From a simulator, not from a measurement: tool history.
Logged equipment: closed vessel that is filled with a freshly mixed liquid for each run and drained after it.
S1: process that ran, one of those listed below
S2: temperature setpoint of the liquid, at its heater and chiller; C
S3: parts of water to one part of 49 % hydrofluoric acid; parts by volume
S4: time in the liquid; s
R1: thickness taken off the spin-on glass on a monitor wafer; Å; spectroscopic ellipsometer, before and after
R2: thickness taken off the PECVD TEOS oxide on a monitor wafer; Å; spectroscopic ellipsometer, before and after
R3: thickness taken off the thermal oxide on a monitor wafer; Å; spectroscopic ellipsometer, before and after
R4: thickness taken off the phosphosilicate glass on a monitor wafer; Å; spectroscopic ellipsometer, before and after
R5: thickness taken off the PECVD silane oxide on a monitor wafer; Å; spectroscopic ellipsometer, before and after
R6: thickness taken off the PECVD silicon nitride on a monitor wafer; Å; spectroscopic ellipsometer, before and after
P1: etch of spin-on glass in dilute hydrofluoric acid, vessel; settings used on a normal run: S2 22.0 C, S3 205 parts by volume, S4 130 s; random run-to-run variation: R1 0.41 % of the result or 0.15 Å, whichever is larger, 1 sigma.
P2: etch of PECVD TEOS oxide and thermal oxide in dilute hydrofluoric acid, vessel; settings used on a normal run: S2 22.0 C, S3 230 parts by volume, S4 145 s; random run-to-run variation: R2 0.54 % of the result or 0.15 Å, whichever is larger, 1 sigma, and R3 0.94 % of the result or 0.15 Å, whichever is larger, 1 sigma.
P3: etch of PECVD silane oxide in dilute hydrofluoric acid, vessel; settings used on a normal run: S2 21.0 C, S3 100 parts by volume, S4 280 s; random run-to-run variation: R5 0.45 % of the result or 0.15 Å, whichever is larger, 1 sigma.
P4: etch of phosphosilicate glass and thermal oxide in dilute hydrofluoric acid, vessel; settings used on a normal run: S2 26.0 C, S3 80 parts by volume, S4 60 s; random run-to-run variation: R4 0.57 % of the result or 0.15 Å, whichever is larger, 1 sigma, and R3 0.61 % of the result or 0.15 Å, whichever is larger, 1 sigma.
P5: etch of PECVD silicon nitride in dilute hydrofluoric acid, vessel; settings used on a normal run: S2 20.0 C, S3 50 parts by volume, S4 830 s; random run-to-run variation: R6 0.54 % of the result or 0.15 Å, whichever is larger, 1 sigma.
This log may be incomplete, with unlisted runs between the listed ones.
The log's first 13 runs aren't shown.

{"run": 14, "hour": 77.2, "S1": "P5", "S2": 17.0, "S3": 50, "S4": 830, "R6": 186.15}
{"run": 15, "hour": 82.4, "S1": "P1", "S2": 22.0, "S3": 55, "S4": 130, "R1": 599.97}
{"hour": 87.4, "done": "thermometer replaced"}
{"run": 16, "hour": 88.1, "S1": "P3", "S2": 21.0, "S3": 100, "S4": 280, "R5": 470.09}
{"run": 17, "hour": 92.9, "S1": "P5", "S2": 20.0, "S3": 50, "S4": 830, "R6": 229.02}
{"run": 18, "hour": 96.8, "S1": "P3", "S2": 21.0, "S3": 185, "S4": 280, "R5": 229.77}
{"run": 19, "hour": 103.1, "S1": "P1", "S2": 22.0, "S3": 205, "S4": 130, "R1": 135.34}
{"run": 20, "hour": 106.7, "S1": "P2", "S2": 22.0, "S3": 230, "S4": 45, "R2": 25.195, "R3": 7.4804}
{"run": 21, "hour": 114.3, "S1": "P3", "S2": 21.0, "S3": 100, "S4": 280, "R5": 464.91}
{"run": 22, "hour": 119.0, "S1": "P1", "S2": 28.5, "S3": 205, "S4": 130, "R1": 171.01}
{"run": 23, "hour": 124.5, "S1": "P1", "S2": 22.0, "S3": 205, "S4": 130, "R1": 135.33}
{"run": 24, "hour": 131.8, "S1": "P3", "S2": 17.0, "S3": 100, "S4": 280, "R5": 394.92}
{"run": 25, "hour": 137.9, "S1": "P4", "S2": 26.0, "S3": 140, "S4": 60, "R3": 20.315, "R4": 504.99}
{"run": 26, "hour": 142.7, "S1": "P5", "S2": 20.0, "S3": 50, "S4": 1650, "R6": 455.01}
{"run": 27, "hour": 149.6, "S1": "P1", "S2": 22.0, "S3": 330, "S4": 130, "R1": 74.653}
{"run": 28, "hour": 155.6, "S1": "P4", "S2": 33.5, "S3": 80, "S4": 60, "R3": 51.026, "R4": 1270.6}
{"run": 29, "hour": 160.9, "S1": "P1", "S2": 22.0, "S3": 205, "S4": 45, "R1": 46.851}
{"run": 30, "hour": 166.3, "S1": "P1", "S2": 22.0, "S3": 205, "S4": 130, "R1": 135.61}
{"run": 31, "hour": 170.1, "S1": "P1", "S2": 22.0, "S3": 205, "S4": 130, "R1": 131.4}
{"run": 32, "hour": 176.5, "S1": "P1", "S2": 22.0, "S3": 205, "S4": 130, "R1": 128.39}
{"run": 33, "hour": 180.6, "S1": "P1", "S2": 22.0, "S3": 205, "S4": 130, "R1": 127.02}

What does the tool deliver on the next run?
{"run": 34, "hour": 186.1, "S1": "P1", "S2": 22.0, "S3": 205, "S4": 130, "R1": "?"}

{"run 34": {"R1": 125.41}}
